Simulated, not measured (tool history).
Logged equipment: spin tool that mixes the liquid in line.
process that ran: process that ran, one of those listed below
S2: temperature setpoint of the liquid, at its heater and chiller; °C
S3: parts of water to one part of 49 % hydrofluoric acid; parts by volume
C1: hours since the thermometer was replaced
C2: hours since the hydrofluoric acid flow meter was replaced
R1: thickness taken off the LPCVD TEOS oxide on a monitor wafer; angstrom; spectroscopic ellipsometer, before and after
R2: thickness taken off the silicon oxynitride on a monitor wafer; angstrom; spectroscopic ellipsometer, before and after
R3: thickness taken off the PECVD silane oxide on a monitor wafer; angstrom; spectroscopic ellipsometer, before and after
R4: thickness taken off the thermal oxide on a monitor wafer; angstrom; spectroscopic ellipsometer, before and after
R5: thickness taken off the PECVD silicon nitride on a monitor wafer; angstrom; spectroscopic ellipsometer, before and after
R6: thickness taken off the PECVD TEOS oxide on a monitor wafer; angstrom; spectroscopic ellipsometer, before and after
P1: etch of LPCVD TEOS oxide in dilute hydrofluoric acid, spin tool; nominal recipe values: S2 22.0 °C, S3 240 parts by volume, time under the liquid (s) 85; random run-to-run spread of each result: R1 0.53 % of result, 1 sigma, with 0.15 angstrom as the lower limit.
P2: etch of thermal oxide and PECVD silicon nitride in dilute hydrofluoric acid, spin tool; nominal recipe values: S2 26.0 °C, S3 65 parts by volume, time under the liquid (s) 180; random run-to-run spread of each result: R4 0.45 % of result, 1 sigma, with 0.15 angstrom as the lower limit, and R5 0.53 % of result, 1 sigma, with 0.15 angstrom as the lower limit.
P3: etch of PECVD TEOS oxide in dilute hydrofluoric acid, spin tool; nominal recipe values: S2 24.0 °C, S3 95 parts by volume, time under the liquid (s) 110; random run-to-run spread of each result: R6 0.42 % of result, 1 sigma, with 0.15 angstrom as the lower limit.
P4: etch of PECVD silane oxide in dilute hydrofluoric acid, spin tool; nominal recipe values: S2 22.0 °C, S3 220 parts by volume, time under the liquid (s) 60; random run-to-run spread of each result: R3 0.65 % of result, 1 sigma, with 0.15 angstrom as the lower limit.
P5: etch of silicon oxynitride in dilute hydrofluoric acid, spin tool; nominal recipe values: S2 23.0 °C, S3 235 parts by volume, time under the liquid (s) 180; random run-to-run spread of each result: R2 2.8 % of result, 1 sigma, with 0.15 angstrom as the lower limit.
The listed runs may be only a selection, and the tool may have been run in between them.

Run 1, day 0.425: process that ran P1, S2 22.0 °C, S3 240 parts by volume, time under the liquid (s) 85; C1 497.2; C2 883.3. Result: R1 102.060 angstrom.
Run 2, day 0.633: process that ran P5, S2 23.0 °C, S3 235 parts by volume, time under the liquid (s) 180; C1 502.2; C2 888.3. Result: R2 9.7440 angstrom.
Run 3, day 0.821: process that ran P1, S2 22.0 °C, S3 240 parts by volume, time under the liquid (s) 160; C1 506.7; C2 892.8. Result: R1 192.830 angstrom.
Run 4, day 1.175: process that ran P1, S2 26.0 °C, S3 240 parts by volume, time under the liquid (s) 15; C1 515.2; C2 901.3. Result: R1 21.116 angstrom.
Run 5, day 1.362: process that ran P1, S2 22.0 °C, S3 125 parts by volume, time under the liquid (s) 85; C1 519.7; C2 905.8. Result: R1 221.960 angstrom.
Run 6, day 1.779: process that ran P4, S2 22.0 °C, S3 220 parts by volume, time under the liquid (s) 35; C1 529.7; C2 915.8. Result: R3 26.483 angstrom.
Run 7, day 1.971: process that ran P1, S2 22.0 °C, S3 240 parts by volume, time under the liquid (s) 85; C1 534.3; C2 920.4. Result: R1 101.550 angstrom.
At day 2.179: thermometer replaced.
Run 8, day 2.262: process that ran P2, S2 18.0 °C, S3 65 parts by volume, time under the liquid (s) 180; C1 2.1; C2 927.4. Result: R4 105.440 angstrom, R5 31.9350 angstrom.
Run 9, day 2.479: process that ran P2, S2 26.0 °C, S3 105 parts by volume, time under the liquid (s) 180; C1 7.3; C2 932.6. Result: R4 85.993 angstrom, R5 34.2700 angstrom.
Run 10, day 2.746: process that ran P1, S2 17.0 °C, S3 240 parts by volume, time under the liquid (s) 85; C1 13.7; C2 939.0. Result: R1 84.138 angstrom.
Run 11, day 2.992: process that ran P4, S2 22.0 °C, S3 220 parts by volume, time under the liquid (s) 60; C1 19.6; C2 944.9. Result: R3 45.140 angstrom.
Run 12, day 3.250: process that ran P3, S2 32.0 °C, S3 95 parts by volume, time under the liquid (s) 110; C1 25.8; C2 951.1. Result: R6 461.93 angstrom.
Run 13, day 3.612: process that ran P1, S2 22.0 °C, S3 375 parts by volume, time under the liquid (s) 85; C1 34.5; C2 959.8. Result: R1 58.123 angstrom.
Run 14, day 4.012: process that ran P1, S2 22.0 °C, S3 240 parts by volume, time under the liquid (s) 85; C1 44.1; C2 969.4. Result: R1 102.940 angstrom.
Run 15, day 4.442: process that ran P1, S2 22.0 °C, S3 240 parts by volume, time under the liquid (s) 15; C1 54.4; C2 979.7. Result: R1 17.884 angstrom.
Run 16, day 4.700: process that ran P1, S2 22.0 °C, S3 240 parts by volume, time under the liquid (s) 85; C1 60.6; C2 985.9. Result: R1 101.740 angstrom.
Run 17, day 5.121: process that ran P1, S2 22.0 °C, S3 240 parts by volume, time under the liquid (s) 85; C1 70.7; C2 996.0. Result: R1 101.960 angstrom.
Run 18, day 5.350: process that ran P2, S2 26.0 °C, S3 65 parts by volume, time under the liquid (s) 20; C1 76.2; C2 1001.5. Result: R4 16.607 angstrom, R5 5.9273 angstrom.
Run 19, day 5.554: process that ran P3, S2 24.0 °C, S3 145 parts by volume, time under the liquid (s) 110; C1 81.1; C2 1006.4. Result: R6 206.04 angstrom.
Run 20, day 5.954: process that ran P2, S2 26.0 °C, S3 65 parts by volume, time under the liquid (s) 180; C1 90.7; C2 1016.0. Result: R4 147.730 angstrom, R5 54.5260 angstrom.
Run 21, day 6.183: process that ran P1, S2 28.0 °C, S3 240 parts by volume, time under the liquid (s) 85; C1 96.2; C2 1021.5. Result: R1 126.320 angstrom.
Run 22, day 6.446: process that ran P3, S2 24.0 °C, S3 95 parts by volume, time under the liquid (s) 110; C1 102.5; C2 1027.8. Result: R6 338.72 angstrom.
Run 23, day 6.750: process that ran P5, S2 17.5 °C, S3 235 parts by volume, time under the liquid (s) 180; C1 109.8; C2 1035.1. Result: R2 7.6818 angstrom.
Run 24, day 7.038: process that ran P5, S2 23.0 °C, S3 85 parts by volume, time under the liquid (s) 180; C1 116.7; C2 1042.0. Result: R2 29.7340 angstrom.
Run 25, day 7.354: process that ran P4, S2 30.5 °C, S3 220 parts by volume, time under the liquid (s) 60; C1 124.3; C2 1049.6. Result: R3 61.205 angstrom.
Run 26, day 7.562: process that ran P5, S2 23.0 °C, S3 235 parts by volume, time under the liquid (s) 180; C1 129.3; C2 1054.6. Result: R2 9.1093 angstrom.
Run 27, day 7.975: process that ran P1, S2 29.5 °C, S3 85 parts by volume, time under the liquid (s) 85; C1 139.2; C2 1064.5. Result: R1 461.890 angstrom.
Run 28, day 8.396: process that ran P3, S2 24.0 °C, S3 95 parts by volume, time under the liquid (s) 40; C1 149.3; C2 1074.6. Result: R6 122.40 angstrom.
Run 29, day 8.608: process that ran P1, S2 22.0 °C, S3 240 parts by volume, time under the liquid (s) 85; C1 154.4; C2 1079.7. Result: R1 102.530 angstrom.
Run 30, day 8.842: process that ran P2, S2 26.0 °C, S3 65 parts by volume, time under the liquid (s) 180; C1 160.0; C2 1085.3. Result: R4 147.020 angstrom, R5 54.4690 angstrom.
Run 31, day 9.071: process that ran P4, S2 22.0 °C, S3 40 parts by volume, time under the liquid (s) 60; C1 165.5; C2 1090.8. Result: R3 306.650 angstrom.
Run 32, day 9.262: process that ran P5, S2 23.0 °C, S3 235 parts by volume, time under the liquid (s) 355; C1 170.1; C2 1095.4. Result: R2 19.4510 angstrom.
Run 33, day 9.550: process that ran P1, S2 22.0 °C, S3 240 parts by volume, time under the liquid (s) 85; C1 177.0; C2 1102.3. Result: R1 102.750 angstrom.
Run 34, day 9.862: process that ran P1, S2 22.0 °C, S3 240 parts by volume, time under the liquid (s) 85; C1 184.5; C2 1109.8. Result: R1 104.620 angstrom.
Run 35, day 10.129: process that ran P1, S2 22.0 °C, S3 240 parts by volume, time under the liquid (s) 85; C1 190.9; C2 1116.2. Result: R1 106.460 angstrom.
Run 36, day 10.521: process that ran P1, S2 22.0 °C, S3 240 parts by volume, time under the liquid (s) 85; C1 200.3; C2 1125.6. Result: R1 106.470 angstrom.
Run 37, day 10.758: process that ran P1, S2 22.0 °C, S3 240 parts by volume, time under the liquid (s) 85; C1 206.0; C2 1131.3. Result: R1 106.730 angstrom.

Forecast run 38:
Run 38, day 11.117: process that ran P1, S2 22.0 °C, S3 240 parts by volume, time under the liquid (s) 85; C1 214.6; C2 1139.9. Result: R1 ?.

Run 38 produced R1 107.300 angstrom.
